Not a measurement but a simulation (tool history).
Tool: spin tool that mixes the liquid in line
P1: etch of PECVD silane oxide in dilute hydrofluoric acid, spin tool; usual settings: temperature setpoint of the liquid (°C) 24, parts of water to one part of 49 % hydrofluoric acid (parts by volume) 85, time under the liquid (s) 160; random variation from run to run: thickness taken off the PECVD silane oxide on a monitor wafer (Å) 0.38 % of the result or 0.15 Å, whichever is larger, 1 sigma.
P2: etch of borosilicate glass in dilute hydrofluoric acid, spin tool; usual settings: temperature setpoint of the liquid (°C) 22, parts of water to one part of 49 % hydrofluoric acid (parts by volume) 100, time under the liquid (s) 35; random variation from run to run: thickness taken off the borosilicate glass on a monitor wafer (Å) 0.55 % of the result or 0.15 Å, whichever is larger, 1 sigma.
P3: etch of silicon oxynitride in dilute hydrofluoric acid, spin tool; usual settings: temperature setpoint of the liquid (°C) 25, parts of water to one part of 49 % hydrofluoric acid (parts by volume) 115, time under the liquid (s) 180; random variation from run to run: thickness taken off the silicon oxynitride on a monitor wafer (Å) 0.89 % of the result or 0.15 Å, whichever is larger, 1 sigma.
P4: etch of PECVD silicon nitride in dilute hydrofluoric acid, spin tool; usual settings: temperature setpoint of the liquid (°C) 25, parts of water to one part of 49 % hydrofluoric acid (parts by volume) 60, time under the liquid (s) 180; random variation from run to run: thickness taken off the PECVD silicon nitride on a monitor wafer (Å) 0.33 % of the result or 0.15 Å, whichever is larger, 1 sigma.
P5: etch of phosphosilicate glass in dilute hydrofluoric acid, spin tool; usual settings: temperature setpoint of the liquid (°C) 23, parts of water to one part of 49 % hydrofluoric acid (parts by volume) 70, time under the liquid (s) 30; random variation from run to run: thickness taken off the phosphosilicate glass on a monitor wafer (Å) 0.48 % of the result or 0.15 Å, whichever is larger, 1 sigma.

run,hour,process that ran,temperature setpoint of the liquid (°C),parts of water to one part of 49 % hydrofluoric acid (parts by volume),time under the liquid (s),thickness taken off the PECVD silane oxide on a monitor wafer (Å),thickness taken off the phosphosilicate glass on a monitor wafer (Å),thickness taken off the borosilicate glass on a monitor wafer (Å),thickness taken off the silicon oxynitride on a monitor wafer (Å),thickness taken off the PECVD silicon nitride on a monitor wafer (Å)
1,17.4,P1,24,85,160,296.48,,,,
2,36,P1,24,85,70,130.26,,,,
3,47.7,P1,24,85,160,298.15,,,,
4,62.3,P1,24,130,160,183.9,,,,
5,74.4,P5,23,70,30,,489.74,,,
6,89,P2,22,100,35,,,111.05,,
7,103.6,P3,17,115,180,,,,21.109,
8,120.6,P5,23,70,30,,494.47,,,
9,136,P5,18.5,70,30,,408.49,,,
10,150.6,P2,22,20,35,,,617.27,,
11,160.2,P1,18,85,160,232.26,,,,
12,171.4,P5,23,70,55,,901.31,,,
13,182.9,P1,24,140,255,270.48,,,,
14,192.8,P1,24,85,160,300.09,,,,
15,201,P5,23,100,30,,328.74,,,
16,219.2,P4,25,60,330,,,,,177.27
17,234.5,P1,24,85,290,539.69,,,,
18,247.3,P4,33,60,180,,,,,162.03
19,258.6,P2,29,100,35,,,146.82,,
20,274.6,P3,25,115,180,,,,31.549,
21,286.6,P1,24,85,160,296.56,,,,
22,297.6,P3,25,40,180,,,,96.27,
23,308.7,P3,25,115,285,,,,49.332,
24,326.2,P4,25,60,180,,,,,96.245
25,337,P2,22,100,60,,,190.61,,
26,354.2,P1,24,40,160,672.8,,,,
27,370.6,P4,25,105,180,,,,,55.438
28,381.2,P1,29,85,225,509.57,,,,
29,391.1,P4,25,60,180,,,,,95.695
30,408.6,P1,24,85,160,299.14,,,,
# hour 415.3: hydrofluoric acid flow meter replaced
31,417.6,P2,22,100,35,,,110.9,,
32,433.4,P1,28,85,160,349.82,,,,
33,446.3,P1,24,85,160,298.78,,,,
34,461.9,P1,24,85,160,297.74,,,,
35,479.4,P1,24,85,160,286.63,,,,
36,489,P1,24,85,160,281.57,,,,
37,500.3,P1,24,85,160,278.84,,,,
38,518.2,P1,24,85,160,277.03,,,,
39,530,P1,24,85,160,273.7,,,,
40,546.5,P1,24,85,160,275.86,,,,
41,558.7,P1,24,85,160,272.54,,,,
42,572.3,P1,24,85,160,271.94,,,,
43,588.8,P1,24,85,160,271.97,,,,

What P1 gives has crept away from where it was. These 2 causes fit the log equally well, each at the size given:
A: hydrofluoric acid flow below the setpoint (%) = 7.68
B: liquid colder than its thermometer reads (K) = 2.2
The creep began at about hour 461.9.

4 check runs are offered, one wafer each, their results left as question marks. Which one tells the causes apart?
check 1,605.3,P3,25,115,180,,,,?,
check 2,605.3,P2,22,100,35,,,?,,
check 3,605.3,P4,25,60,180,,,,,?
check 4,605.3,P5,23,70,30,,?,,,

What each check would give under each cause:
check,result,if A,if B
check 1,thickness taken off the silicon oxynitride on a monitor wafer (Å),28.717,28.288
check 2,thickness taken off the borosilicate glass on a monitor wafer (Å),101.86,101.85
check 3,thickness taken off the PECVD silicon nitride on a monitor wafer (Å),89.117,83.164
check 4,thickness taken off the phosphosilicate glass on a monitor wafer (Å),449.71,448.11
How far apart the two closest causes lie, in the result that separates them most: check 1 1.51 %; check 2 0 %; check 3 6.91 %; check 4 0.36 %
Only check 3 tells the causes apart: in the others they would give nearly the same result.

Then check 3 was run and gave: thickness taken off the PECVD silicon nitride on a monitor wafer (Å) 88.512. Which cause is it?

It is A: hydrofluoric acid flow below the setpoint (%).
